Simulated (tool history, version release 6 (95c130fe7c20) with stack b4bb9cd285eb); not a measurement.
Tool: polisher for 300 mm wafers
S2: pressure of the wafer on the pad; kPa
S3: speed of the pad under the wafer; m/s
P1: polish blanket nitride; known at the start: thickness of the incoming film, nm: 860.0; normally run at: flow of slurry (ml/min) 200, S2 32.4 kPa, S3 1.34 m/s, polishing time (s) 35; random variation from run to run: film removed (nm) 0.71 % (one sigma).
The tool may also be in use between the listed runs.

run 1 day=0.171 | flow_of_slurry_(ml/min)=200 S2=32.4 S3=1.34 polishing_time_(s)=35 | film_removed_(nm)=106.160
run 2 day=0.388 | flow_of_slurry_(ml/min)=200 S2=32.4 S3=1.34 polishing_time_(s)=35 | film_removed_(nm)=105.650
run 3 day=0.654 | flow_of_slurry_(ml/min)=200 S2=32.4 S3=1.84 polishing_time_(s)=35 | film_removed_(nm)=136.400
run 4 day=0.829 | flow_of_slurry_(ml/min)=200 S2=32.4 S3=1.34 polishing_time_(s)=53 | film_removed_(nm)=158.200
run 5 day=1.196 | flow_of_slurry_(ml/min)=200 S2=32.4 S3=1.34 polishing_time_(s)=25 | film_removed_(nm)=74.658
run 6 day=1.479 | flow_of_slurry_(ml/min)=310 S2=32.4 S3=1.80 polishing_time_(s)=35 | film_removed_(nm)=139.390
run 7 day=1.708 | flow_of_slurry_(ml/min)=120 S2=32.4 S3=1.34 polishing_time_(s)=35 | film_removed_(nm)=95.755
run 8 day=2.046 | flow_of_slurry_(ml/min)=200 S2=51.0 S3=1.34 polishing_time_(s)=35 | film_removed_(nm)=164.760
-- day=2.083 slurry nozzle cleaned
run 9 day=2.421 | flow_of_slurry_(ml/min)=310 S2=32.4 S3=1.02 polishing_time_(s)=35 | film_removed_(nm)=89.212
run 10 day=2.712 | flow_of_slurry_(ml/min)=200 S2=32.4 S3=1.34 polishing_time_(s)=35 | film_removed_(nm)=105.480
run 11 day=2.954 | flow_of_slurry_(ml/min)=200 S2=32.4 S3=0.60 polishing_time_(s)=35 | film_removed_(nm)=55.066

The next listed run, before its measurement:
run 12 day=3.342 | flow_of_slurry_(ml/min)=260 S2=32.4 S3=1.34 polishing_time_(s)=35 | film_removed_(nm)=?

film removed (nm): 108.680
